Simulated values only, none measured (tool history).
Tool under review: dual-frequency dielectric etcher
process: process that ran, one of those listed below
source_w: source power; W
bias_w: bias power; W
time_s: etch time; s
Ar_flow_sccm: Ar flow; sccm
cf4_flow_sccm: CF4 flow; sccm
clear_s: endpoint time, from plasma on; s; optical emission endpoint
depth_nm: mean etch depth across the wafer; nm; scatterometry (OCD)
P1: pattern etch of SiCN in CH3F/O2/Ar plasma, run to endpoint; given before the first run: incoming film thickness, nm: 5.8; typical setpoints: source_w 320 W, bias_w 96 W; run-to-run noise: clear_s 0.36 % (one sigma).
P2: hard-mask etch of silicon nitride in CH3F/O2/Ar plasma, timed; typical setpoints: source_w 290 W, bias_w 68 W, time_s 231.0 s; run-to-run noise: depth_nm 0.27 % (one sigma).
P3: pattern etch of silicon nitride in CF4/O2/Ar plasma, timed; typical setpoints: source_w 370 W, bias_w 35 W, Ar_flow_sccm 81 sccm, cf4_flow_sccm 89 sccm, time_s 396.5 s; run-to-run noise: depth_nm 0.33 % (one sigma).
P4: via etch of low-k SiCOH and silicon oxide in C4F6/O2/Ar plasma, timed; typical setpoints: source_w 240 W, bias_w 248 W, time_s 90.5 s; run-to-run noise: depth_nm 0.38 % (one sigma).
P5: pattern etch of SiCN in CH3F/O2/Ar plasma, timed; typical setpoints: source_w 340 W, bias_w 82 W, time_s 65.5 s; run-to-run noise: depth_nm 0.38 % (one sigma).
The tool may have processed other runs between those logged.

run,hour,process,source_w,bias_w,time_s,Ar_flow_sccm,cf4_flow_sccm,hours since the last wet clean,hours since the last source power generator calibration,hours since the last bias power generator calibration,clear_s,depth_nm
1,9.2,P1,320,96,,,,168.3,2957.3,2200.7,15.560,
2,17.9,P1,240,128,,,,177.0,2966.0,2209.4,15.397,
3,24.7,P4,240,248,90.5,,,183.8,2972.8,2216.2,,226.010
4,31.3,P5,470,82,65.5,,,190.4,2979.4,2222.8,,26.452
5,39.2,P1,230,79,,,,198.3,2987.3,2230.7,18.990,
# hour 40.2: wet clean of the chamber
6,49.5,P1,320,96,,,,9.3,2997.6,2241.0,15.537,
7,56.5,P3,370,35,573.0,81,89,16.3,3004.6,2248.0,,776.680
8,68.7,P1,200,96,,,,28.5,3016.8,2260.2,18.440,
9,81.9,P3,370,35,396.5,81,89,41.7,3030.0,2273.4,,538.370
10,89.4,P5,340,82,40.0,,,49.2,3037.5,2280.9,,14.204
11,97.7,P1,390,121,,,,57.5,3045.8,2289.2,13.250,
12,105.7,P2,290,53,231.0,,,65.5,3053.8,2297.2,,133.250
13,112.3,P4,240,248,128.0,,,72.1,3060.4,2303.8,,324.460
14,123.2,P3,370,50,396.5,81,89,83.0,3071.3,2314.7,,606.940
15,135.8,P1,320,96,,,,95.6,3083.9,2327.3,15.666,
16,143.0,P4,240,248,90.5,,,102.8,3091.1,2334.5,,226.510
17,149.4,P4,240,333,90.5,,,109.2,3097.5,2340.9,,252.820
18,162.4,P2,290,68,231.0,,,122.2,3110.5,2353.9,,145.040
19,173.3,P1,320,132,,,,133.1,3121.4,2364.8,13.838,
20,181.2,P3,470,35,396.5,81,89,141.0,3129.3,2372.7,,663.530
21,188.0,P2,350,68,231.0,,,147.8,3136.1,2379.5,,155.590
22,199.4,P2,290,68,140.5,,,159.2,3147.5,2390.9,,88.201
23,207.6,P3,370,35,396.5,50,89,167.4,3155.7,2399.1,,569.570
# hour 217.1: bias power generator calibrated
24,217.2,P1,320,96,,,,177.0,3165.3,0.2,15.514,
25,229.4,P5,340,82,65.5,,,189.2,3177.5,12.4,,23.422
26,238.3,P5,340,111,65.5,,,198.1,3186.4,21.3,,26.330
27,247.8,P4,320,248,90.5,,,207.6,3195.9,30.8,,254.600
28,253.9,P3,370,35,396.5,81,89,213.7,3202.0,36.9,,538.480
29,265.9,P1,430,96,,,,225.7,3214.0,48.9,14.019,
30,274.4,P1,320,60,,,,234.2,3222.5,57.4,18.372,
31,281.1,P3,370,35,396.5,81,117,240.9,3229.2,64.1,,554.930
32,293.6,P1,320,96,,,,253.4,3241.7,76.6,15.617,
33,301.6,P1,320,96,,,,261.4,3249.7,84.6,15.731,
34,313.1,P1,320,96,,,,272.9,3261.2,96.1,15.835,
35,321.5,P1,320,96,,,,281.3,3269.6,104.5,15.791,
36,330.6,P1,320,96,,,,290.4,3278.7,113.6,15.822,
37,337.2,P1,320,96,,,,297.0,3285.3,120.2,15.996,
# hour 341.7: wet clean of the chamber
38,344.4,P1,320,96,,,,2.7,3292.5,127.4,15.899,
39,357.2,P1,320,96,,,,15.5,3305.3,140.2,15.892,

For run 40, what comes out?
40,367.1,P1,320,96,,,,25.4,3315.2,150.1,?,

Run 40 produced clear_s 15.812 s.
